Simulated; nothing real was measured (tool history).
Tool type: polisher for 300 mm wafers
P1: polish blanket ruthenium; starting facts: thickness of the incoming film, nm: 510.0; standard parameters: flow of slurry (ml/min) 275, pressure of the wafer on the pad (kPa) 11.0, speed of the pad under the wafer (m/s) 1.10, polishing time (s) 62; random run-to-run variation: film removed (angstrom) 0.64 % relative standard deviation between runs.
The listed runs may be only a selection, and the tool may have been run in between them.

run,day,flow of slurry (ml/min),pressure of the wafer on the pad (kPa),speed of the pad under the wafer (m/s),polishing time (s),film removed (angstrom)
1,0.446,275,11.0,1.10,62,511.37
2,1.108,275,11.0,1.10,33,269.76
3,1.804,275,15.2,1.10,62,697.60
4,2.425,275,11.0,1.10,62,510.08
5,3.112,275,8.3,1.64,62,571.63
6,3.642,275,11.0,0.60,62,278.04
7,4.296,275,11.0,0.84,40,250.03
8,4.946,275,11.0,1.10,62,511.31
9,5.588,275,13.8,1.10,97,1000.10
10,5.942,275,11.0,1.64,62,761.52
11,6.538,165,11.0,1.10,62,479.51
12,7.038,275,11.0,1.10,62,512.69
13,7.429,275,11.0,1.10,62,508.19
14,7.962,275,4.8,1.10,62,223.48
15,8.638,370,11.0,1.10,62,525.53
16,9.104,275,11.0,1.10,91,753.35
17,9.662,275,11.0,1.10,62,518.63

Run 18 is up next; what results do you expect?
18,10.162,275,11.0,1.10,62,?

{"run 18": {"film removed (angstrom)": 500.39}}
